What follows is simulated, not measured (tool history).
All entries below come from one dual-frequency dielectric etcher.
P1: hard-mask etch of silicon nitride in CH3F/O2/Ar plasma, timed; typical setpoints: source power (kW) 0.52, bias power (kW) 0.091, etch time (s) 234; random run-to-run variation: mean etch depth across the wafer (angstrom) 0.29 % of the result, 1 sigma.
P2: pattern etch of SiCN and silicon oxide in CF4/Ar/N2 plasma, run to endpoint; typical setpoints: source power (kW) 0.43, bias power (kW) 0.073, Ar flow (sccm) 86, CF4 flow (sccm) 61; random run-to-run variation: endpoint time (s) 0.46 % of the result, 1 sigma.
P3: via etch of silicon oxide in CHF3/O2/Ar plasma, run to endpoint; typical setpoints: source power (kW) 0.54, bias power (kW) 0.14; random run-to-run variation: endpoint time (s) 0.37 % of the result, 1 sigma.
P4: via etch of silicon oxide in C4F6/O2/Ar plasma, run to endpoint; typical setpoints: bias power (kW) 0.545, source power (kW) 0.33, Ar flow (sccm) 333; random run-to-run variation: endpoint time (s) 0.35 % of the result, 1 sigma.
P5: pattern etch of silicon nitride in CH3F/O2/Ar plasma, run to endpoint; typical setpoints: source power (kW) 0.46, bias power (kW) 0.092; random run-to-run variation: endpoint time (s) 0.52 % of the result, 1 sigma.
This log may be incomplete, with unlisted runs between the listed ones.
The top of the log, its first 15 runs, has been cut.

run   hour  process that ran  source power (kW)  bias power (kW)  etch time (s)  Ar flow (sccm)  CF4 flow (sccm)  hours since the last wet clean  hours since the last source power generator calibration  hours since the last bias power generator calibration  mean etch depth across the wafer (angstrom)  endpoint time (s)
 16  186.4                P2               0.43            0.073                             86               84                           326.5                                                    841.8                                                 1117.7                                                           15.64
 17  196.3                P2               0.43            0.073                             86               61                           336.4                                                    851.7                                                 1127.6                                                          16.409
 18  205.1                P1               0.52            0.091            234                                                            345.2                                                    860.5                                                 1136.4                                       1896.2
 19  212.8                P1               0.32            0.091            234                                                            352.9                                                    868.2                                                 1144.1                                         1588
 20  226.6                P5               0.46            0.061                                                                           366.7                                                      882                                                 1157.9                                                          30.409
 21  238.9                P1               0.52            0.091            234                                                              379                                                    894.3                                                 1170.2                                       1900.4
 22  253.7                P2                0.6            0.073                             86               61                           393.8                                                    909.1                                                   1185                                                           12.17
 23  260.7                P1               0.34            0.091          314.5                                                            400.8                                                    916.1                                                   1192                                       2186.4
 24  267.7                P3               0.41             0.14                                                                           407.8                                                    923.1                                                   1199                                                          434.23
 25  280.7                P1               0.52            0.091            234                                                            420.8                                                    936.1                                                   1212                                       1909.8
 26  287.8                P2               0.43            0.073                             55               61                           427.9                                                    943.2                                                 1219.1                                                          15.368
 27  299.2                P1               0.52            0.068          326.5                                                            439.3                                                    954.6                                                 1230.5                                       2400.9
 28  312.9                P3               0.54            0.174                                                                             453                                                    968.3                                                 1244.2                                                          362.76
 29  322.9                P1               0.52            0.055            234                                                              463                                                    978.3                                                 1254.2                                       1607.4
 30  331.3                P1               0.52            0.091            234                                                            471.4                                                    986.7                                                 1262.6                                       1908.6
 31  345.3                P1               0.52            0.091            234                                                            485.4                                                   1000.7                                                 1276.6                                       1889.9
 32  356.6                P1               0.52            0.091            234                                                            496.7                                                     1012                                                 1287.9                                       1881.9
 33  370.2                P1               0.52            0.091            234                                                            510.3                                                   1025.6                                                 1301.5                                       1880.4
 34  384.2                P1               0.52            0.091            234                                                            524.3                                                   1039.6                                                 1315.5                                       1881.8
     393.8  -- wet clean of the chamber
 35  396.8                P1               0.52            0.091            234                                                              3.1                                                   1052.2                                                 1328.1                                       1872.7
 36  408.8                P1               0.52            0.091            234                                                             15.1                                                   1064.2                                                 1340.1                                       1877.6
 37  419.3                P1               0.52            0.091            234                                                             25.6                                                   1074.7                                                 1350.6                                       1873.1
 38  426.2                P1               0.52            0.091            234                                                             32.5                                                   1081.6                                                 1357.5                                       1879.9

The next listed run, before its measurement:
 39  434.9                P1               0.52            0.091            234                                                             41.2                                                   1090.3                                                 1366.2                                            ?

mean etch depth across the wafer (angstrom): 1869.8
